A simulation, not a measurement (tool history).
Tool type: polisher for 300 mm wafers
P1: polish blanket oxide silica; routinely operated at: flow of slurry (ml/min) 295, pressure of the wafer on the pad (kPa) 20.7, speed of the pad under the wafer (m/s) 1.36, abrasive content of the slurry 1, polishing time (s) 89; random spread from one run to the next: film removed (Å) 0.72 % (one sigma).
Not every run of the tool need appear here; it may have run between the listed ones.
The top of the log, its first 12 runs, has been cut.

run   hour  flow of slurry (ml/min)  pressure of the wafer on the pad (kPa)  speed of the pad under the wafer (m/s)  abrasive content of the slurry  polishing time (s)  wafers polished on this pad  hours since the slurry nozzle was cleaned  hours since the head pressure was calibrated  hours since the slurry blender was calibrated  hours since the conditioning disc was replaced  film removed (Å)
 13    130                      295                                    20.7                                    1.98                             1.3                  89                         1815                                       92.6                                          77.5                                          232.3                                           246.3            4139.3
 14  136.1                      295                                    20.7                                    1.36                               1                  89                         1854                                       98.7                                          83.6                                          238.4                                           252.4            2738.8
 15  147.5                      295                                    20.7                                    0.62                               1                  89                         1927                                      110.1                                            95                                          249.8                                           263.8              1445
     152.8  -- conditioning disc replaced and pad reconditioned
 16  153.4                      295                                    20.7                                    1.36                               1                  89                         1964                                        116                                         100.9                                          255.7                                             0.7            2713.7
 17  163.8                      295                                    20.7                                    1.36                               1                  89                         2030                                      126.4                                         111.3                                          266.1                                            11.1            2748.3
 18  172.3                      295                                    20.7                                    1.36                               1                  62                         2084                                      134.9                                         119.8                                          274.6                                            19.6            1879.1
 19  179.7                      295                                    20.7                                       2                             0.6                  89                         2131                                      142.3                                         127.2                                            282                                              27            2833.2
 20  192.8                      295                                    20.7                                    1.36                               1                  89                         2215                                      155.4                                         140.3                                          295.1                                            40.1            2754.5
 21  202.6                      295                                    20.7                                    1.36                               1                  89                         2277                                      165.2                                         150.1                                          304.9                                            49.9            2730.4
 22  215.5                      295                                    20.7                                    1.36                               1                  89                         2359                                      178.1                                           163                                          317.8                                            62.8            2560.8
 23  226.7                      295                                    20.7                                    1.36                               1                  89                         2430                                      189.3                                         174.2                                            329                                              74            2531.3
 24  236.7                      295                                    20.7                                    1.36                               1                  89                         2494                                      199.3                                         184.2                                            339                                              84              2460
     236.8  -- conditioning disc replaced and pad reconditioned
 25  246.4                      295                                    20.7                                    1.36                               1                  89                         2556                                        209                                         193.9                                          348.7                                             9.7              2407
 26  252.4                      295                                    20.7                                    1.36                               1                  89                         2594                                        215                                         199.9                                          354.7                                            15.7            2399.5

Run 27 is up next; what results do you expect?
     256.5  -- head pressure recalibrated
 27  258.8                      295                                    20.7                                    1.36                               1                  89                         2635                                      221.4                                           2.3                                          361.1                                            22.1                 ?

Run 27 produced film removed (Å) 2400.1.
